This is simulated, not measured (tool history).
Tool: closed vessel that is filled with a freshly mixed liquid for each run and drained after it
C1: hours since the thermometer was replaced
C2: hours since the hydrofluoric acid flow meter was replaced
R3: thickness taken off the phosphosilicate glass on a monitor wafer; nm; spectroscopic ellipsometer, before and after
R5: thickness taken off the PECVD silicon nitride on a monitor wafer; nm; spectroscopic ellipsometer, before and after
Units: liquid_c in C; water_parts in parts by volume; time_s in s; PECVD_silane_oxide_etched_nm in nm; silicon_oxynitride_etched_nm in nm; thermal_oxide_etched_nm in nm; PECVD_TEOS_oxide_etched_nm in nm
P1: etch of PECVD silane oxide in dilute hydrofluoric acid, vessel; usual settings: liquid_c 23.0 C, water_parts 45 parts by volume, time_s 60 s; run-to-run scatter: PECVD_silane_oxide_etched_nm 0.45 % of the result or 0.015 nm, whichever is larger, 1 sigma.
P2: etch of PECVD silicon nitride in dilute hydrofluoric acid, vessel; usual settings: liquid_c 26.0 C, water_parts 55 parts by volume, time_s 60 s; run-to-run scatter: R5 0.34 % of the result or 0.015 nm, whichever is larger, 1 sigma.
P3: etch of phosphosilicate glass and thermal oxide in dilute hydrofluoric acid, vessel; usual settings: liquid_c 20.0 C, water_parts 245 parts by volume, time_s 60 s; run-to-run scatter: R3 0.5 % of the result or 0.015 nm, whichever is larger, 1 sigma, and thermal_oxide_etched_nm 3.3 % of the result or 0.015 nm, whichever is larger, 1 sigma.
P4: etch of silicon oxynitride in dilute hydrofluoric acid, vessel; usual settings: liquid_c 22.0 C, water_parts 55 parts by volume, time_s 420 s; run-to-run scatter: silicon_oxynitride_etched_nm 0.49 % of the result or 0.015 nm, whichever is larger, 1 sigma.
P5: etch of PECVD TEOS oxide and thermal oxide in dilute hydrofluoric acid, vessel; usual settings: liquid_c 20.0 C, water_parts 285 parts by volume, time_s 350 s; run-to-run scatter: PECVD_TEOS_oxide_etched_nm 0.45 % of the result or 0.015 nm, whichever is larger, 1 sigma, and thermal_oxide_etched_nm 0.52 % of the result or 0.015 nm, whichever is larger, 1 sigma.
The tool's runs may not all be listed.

run 1 hour=9.3 | process=P1 liquid_c=23.0 water_parts=45 time_s=60 | C1=145.6 C2=212.1 | PECVD_silane_oxide_etched_nm=65.877
run 2 hour=19.3 | process=P4 liquid_c=22.0 water_parts=95 time_s=420 | C1=155.6 C2=222.1 | silicon_oxynitride_etched_nm=5.71870
run 3 hour=28.3 | process=P3 liquid_c=20.0 water_parts=70 time_s=60 | C1=164.6 C2=231.1 | R3=106.900 thermal_oxide_etched_nm=3.49260
run 4 hour=34.0 | process=P2 liquid_c=26.0 water_parts=55 time_s=60 | C1=170.3 C2=236.8 | R5=6.8945
run 5 hour=44.4 | process=P1 liquid_c=23.0 water_parts=45 time_s=60 | C1=180.7 C2=247.2 | PECVD_silane_oxide_etched_nm=66.258
run 6 hour=55.2 | process=P2 liquid_c=26.0 water_parts=55 time_s=115 | C1=191.5 C2=258.0 | R5=13.1280
run 7 hour=62.6 | process=P5 liquid_c=20.0 water_parts=285 time_s=350 | C1=198.9 C2=265.4 | thermal_oxide_etched_nm=4.32350 PECVD_TEOS_oxide_etched_nm=8.67200
run 8 hour=73.0 | process=P2 liquid_c=26.0 water_parts=95 time_s=60 | C1=209.3 C2=275.8 | R5=4.0268
run 9 hour=78.2 | process=P1 liquid_c=23.0 water_parts=70 time_s=60 | C1=214.5 C2=281.0 | PECVD_silane_oxide_etched_nm=41.628
run 10 hour=84.6 | process=P1 liquid_c=23.0 water_parts=45 time_s=60 | C1=220.9 C2=287.4 | PECVD_silane_oxide_etched_nm=66.063
run 11 hour=96.5 | process=P1 liquid_c=23.0 water_parts=20 time_s=60 | C1=232.8 C2=299.3 | PECVD_silane_oxide_etched_nm=153.490
-- hour=97.0 thermometer replaced
run 12 hour=104.8 | process=P5 liquid_c=20.0 water_parts=85 time_s=350 | C1=7.9 C2=307.6 | thermal_oxide_etched_nm=17.75000 PECVD_TEOS_oxide_etched_nm=35.18300
run 13 hour=114.9 | process=P4 liquid_c=29.0 water_parts=55 time_s=420 | C1=18.0 C2=317.7 | silicon_oxynitride_etched_nm=14.13800
run 14 hour=126.1 | process=P4 liquid_c=22.0 water_parts=55 time_s=30 | C1=29.2 C2=328.9 | silicon_oxynitride_etched_nm=0.72439
run 15 hour=134.8 | process=P1 liquid_c=23.0 water_parts=45 time_s=60 | C1=37.9 C2=337.6 | PECVD_silane_oxide_etched_nm=66.856
run 16 hour=143.8 | process=P4 liquid_c=22.0 water_parts=55 time_s=420 | C1=46.9 C2=346.6 | silicon_oxynitride_etched_nm=10.13900
run 17 hour=154.0 | process=P1 liquid_c=23.0 water_parts=45 time_s=30 | C1=57.1 C2=356.8 | PECVD_silane_oxide_etched_nm=33.462
run 18 hour=159.4 | process=P1 liquid_c=23.0 water_parts=45 time_s=60 | C1=62.5 C2=362.2 | PECVD_silane_oxide_etched_nm=66.416
run 19 hour=168.8 | process=P1 liquid_c=19.0 water_parts=45 time_s=60 | C1=71.9 C2=371.6 | PECVD_silane_oxide_etched_nm=55.922
run 20 hour=179.6 | process=P5 liquid_c=20.0 water_parts=285 time_s=30 | C1=82.7 C2=382.4 | thermal_oxide_etched_nm=0.37852 PECVD_TEOS_oxide_etched_nm=0.74151
run 21 hour=186.3 | process=P3 liquid_c=20.0 water_parts=245 time_s=60 | C1=89.4 C2=389.1 | R3=25.650 thermal_oxide_etched_nm=0.82957
run 22 hour=194.7 | process=P1 liquid_c=18.0 water_parts=60 time_s=60 | C1=97.8 C2=397.5 | PECVD_silane_oxide_etched_nm=39.848
run 23 hour=205.8 | process=P2 liquid_c=33.0 water_parts=55 time_s=60 | C1=108.9 C2=408.6 | R5=10.8240
run 24 hour=216.3 | process=P1 liquid_c=30.5 water_parts=45 time_s=60 | C1=119.4 C2=419.1 | PECVD_silane_oxide_etched_nm=90.130
run 25 hour=221.5 | process=P3 liquid_c=17.0 water_parts=245 time_s=60 | C1=124.6 C2=424.3 | R3=22.854 thermal_oxide_etched_nm=0.75379
run 26 hour=227.7 | process=P1 liquid_c=23.0 water_parts=45 time_s=60 | C1=130.8 C2=430.5 | PECVD_silane_oxide_etched_nm=66.567
run 27 hour=237.1 | process=P5 liquid_c=17.0 water_parts=285 time_s=350 | C1=140.2 C2=439.9 | thermal_oxide_etched_nm=3.85950 PECVD_TEOS_oxide_etched_nm=7.71290
run 28 hour=247.7 | process=P3 liquid_c=20.0 water_parts=245 time_s=60 | C1=150.8 C2=450.5 | R3=25.608 thermal_oxide_etched_nm=0.79695
run 29 hour=255.2 | process=P1 liquid_c=23.0 water_parts=45 time_s=105 | C1=158.3 C2=458.0 | PECVD_silane_oxide_etched_nm=116.210
run 30 hour=265.3 | process=P3 liquid_c=20.0 water_parts=245 time_s=30 | C1=168.4 C2=468.1 | R3=12.833 thermal_oxide_etched_nm=0.39318
run 31 hour=272.5 | process=P1 liquid_c=23.0 water_parts=45 time_s=60 | C1=175.6 C2=475.3 | PECVD_silane_oxide_etched_nm=66.454
run 32 hour=284.4 | process=P1 liquid_c=23.0 water_parts=45 time_s=60 | C1=187.5 C2=487.2 | PECVD_silane_oxide_etched_nm=62.765
run 33 hour=290.1 | process=P1 liquid_c=23.0 water_parts=45 time_s=60 | C1=193.2 C2=492.9 | PECVD_silane_oxide_etched_nm=61.693
run 34 hour=297.6 | process=P1 liquid_c=23.0 water_parts=45 time_s=60 | C1=200.7 C2=500.4 | PECVD_silane_oxide_etched_nm=61.139
run 35 hour=305.2 | process=P1 liquid_c=23.0 water_parts=45 time_s=60 | C1=208.3 C2=508.0 | PECVD_silane_oxide_etched_nm=60.841
run 36 hour=315.7 | process=P1 liquid_c=23.0 water_parts=45 time_s=60 | C1=218.8 C2=518.5 | PECVD_silane_oxide_etched_nm=60.646
run 37 hour=321.8 | process=P1 liquid_c=23.0 water_parts=45 time_s=60 | C1=224.9 C2=524.6 | PECVD_silane_oxide_etched_nm=60.308
run 38 hour=328.5 | process=P1 liquid_c=23.0 water_parts=45 time_s=60 | C1=231.6 C2=531.3 | PECVD_silane_oxide_etched_nm=60.610

What P1 gives has crept away from where it was. These 2 causes fit the log equally well, each at the size given:
A: liquid colder than its thermometer reads (K) = 2.3
B: hydrofluoric acid flow below the setpoint (%) = 8.69
The creep began at about hour 272.5.

4 check runs are offered, one wafer each, their results left as question marks. Which one tells the causes apart?
run check 1 hour=335.2 | process=P5 liquid_c=20.0 water_parts=100 time_s=100 | thermal_oxide_etched_nm=? PECVD_TEOS_oxide_etched_nm=?
run check 2 hour=335.2 | process=P4 liquid_c=28.0 water_parts=55 time_s=65 | silicon_oxynitride_etched_nm=?
run check 3 hour=335.2 | process=P3 liquid_c=20.0 water_parts=80 time_s=60 | R3=? thermal_oxide_etched_nm=?
run check 4 hour=335.2 | process=P2 liquid_c=32.0 water_parts=55 time_s=100 | R5=?

What each check would give under each cause:
check=check_1 result=thermal_oxide_etched_nm if_A=3.85930 if_B=3.83600
check=check_1 result=PECVD_TEOS_oxide_etched_nm if_A=7.66840 if_B=7.62220
check=check_2 result=silicon_oxynitride_etched_nm if_A=1.87970 if_B=1.90520
check=check_3 result=R3 if_A=84.222 if_B=83.976
check=check_3 result=thermal_oxide_etched_nm if_A=2.68080 if_B=2.67300
check=check_4 result=R5 if_A=14.5740 if_B=15.4190
How far apart the two closest causes lie, in the result that separates them most: check 1 0.6 %; check 2 1.35 %; check 3 0.29 %; check 4 5.64 %
Check 4 tells the causes apart: in the others they would give nearly the same result.

Then check 4 was run and gave: R5 15.3590 nm. Which cause is it?

It is B: hydrofluoric acid flow below the setpoint (%).
